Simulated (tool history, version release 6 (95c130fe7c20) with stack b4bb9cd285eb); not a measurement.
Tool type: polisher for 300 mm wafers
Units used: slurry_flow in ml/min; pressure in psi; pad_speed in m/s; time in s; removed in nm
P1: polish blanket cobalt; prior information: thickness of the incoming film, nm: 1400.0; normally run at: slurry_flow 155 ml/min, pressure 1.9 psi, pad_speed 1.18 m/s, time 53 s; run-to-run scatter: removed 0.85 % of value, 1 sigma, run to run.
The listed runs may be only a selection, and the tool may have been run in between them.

run   hour  slurry_flow  pressure  pad_speed  time  removed
  1    7.6          155       1.9       1.18    53   270.87
  2   23.9          220       1.9       1.18    53   276.06
  3   39.1           95       1.9       1.18    53   237.95
  4   54.7          155       1.9       1.18    84   418.43
  5   68.3          155       2.8       1.18    53   393.83
  6   76.8          155       1.9       1.18    53   268.78
  7   85.9          155       1.9       1.54    53   345.48
      95.1  -- slurry nozzle cleaned
  8   99.4          230       1.9       1.18    39   203.81
  9  109.7          155       1.9       1.18    53   268.00
 10  120.1          155       1.9       1.18    53   265.55
 11  131.7          155       1.9       0.76    53   171.99
 12  141.9          155       0.9       1.18    53   126.71
 13  153.6          155       1.9       1.18    26   129.20
 14  161.5          120       1.9       0.60    53   126.29
 15  172.1          155       1.9       1.18    53   265.92
 16  186.4          155       1.9       1.18    53   256.84
 17  200.3          155       1.9       1.18    53   248.07
 18  211.5          155       1.9       1.18    53   247.52
 19  220.8          155       1.9       1.18    53   246.10
 20  237.2          155       1.9       1.18    53   244.55
 21  246.0          155       1.9       1.18    53   242.29
     253.6  -- worn pad replaced by a new one
 22  259.2          155       1.9       1.18    53   241.90
 23  268.3          155       1.9       1.18    53   243.13
 24  281.9          155       1.9       1.18    53   240.60
 25  292.7          155       1.9       1.18    53   241.75

The output of P1 has drifted from where it used to be. Each of the 2 causes below, taken at the size shown beside it, accounts for the log equally well:
A: head's pressure below its setpoint, % = 9.62
B: slurry flow missing at the pad, % = 38.3
The creep began at about hour 172.1.
All other causes, with the reason each is excluded:
removal rate lost through wear of the pad, %: serviced at hour 253.6, after the change had begun; the process did not return to its earlier output

Which of the 4 check runs listed below, each an average over 2 wafers with its results shown as question marks, gives clearly different results under the different listed causes?
check 1  303.5          155       1.9       0.80    26        ?
check 2  303.5          155       2.5       1.18    53        ?
check 3  303.5          155       1.9       0.94    53        ?
check 4  303.5           95       1.2       1.18    53        ?

Expected result of each check under each candidate cause:
  check   result     if A     if B
check 1  removed   79.892   79.899
check 2  removed  316.070  316.100
check 3  removed  191.360  191.370
check 4  removed  136.900  129.740
Per-check spread between the two closest causes, in the result where they differ most: check 1 0.01 %; check 2 0.01 %; check 3 0.01 %; check 4 5.37 %
Check 4 distinguishes between the causes, while the remaining checks would return nearly the same result for all of them.

Check 4 was carried out, with these results: removed 137.770 nm. Which of the listed causes is responsible?

It is A: head's pressure below its setpoint, %.
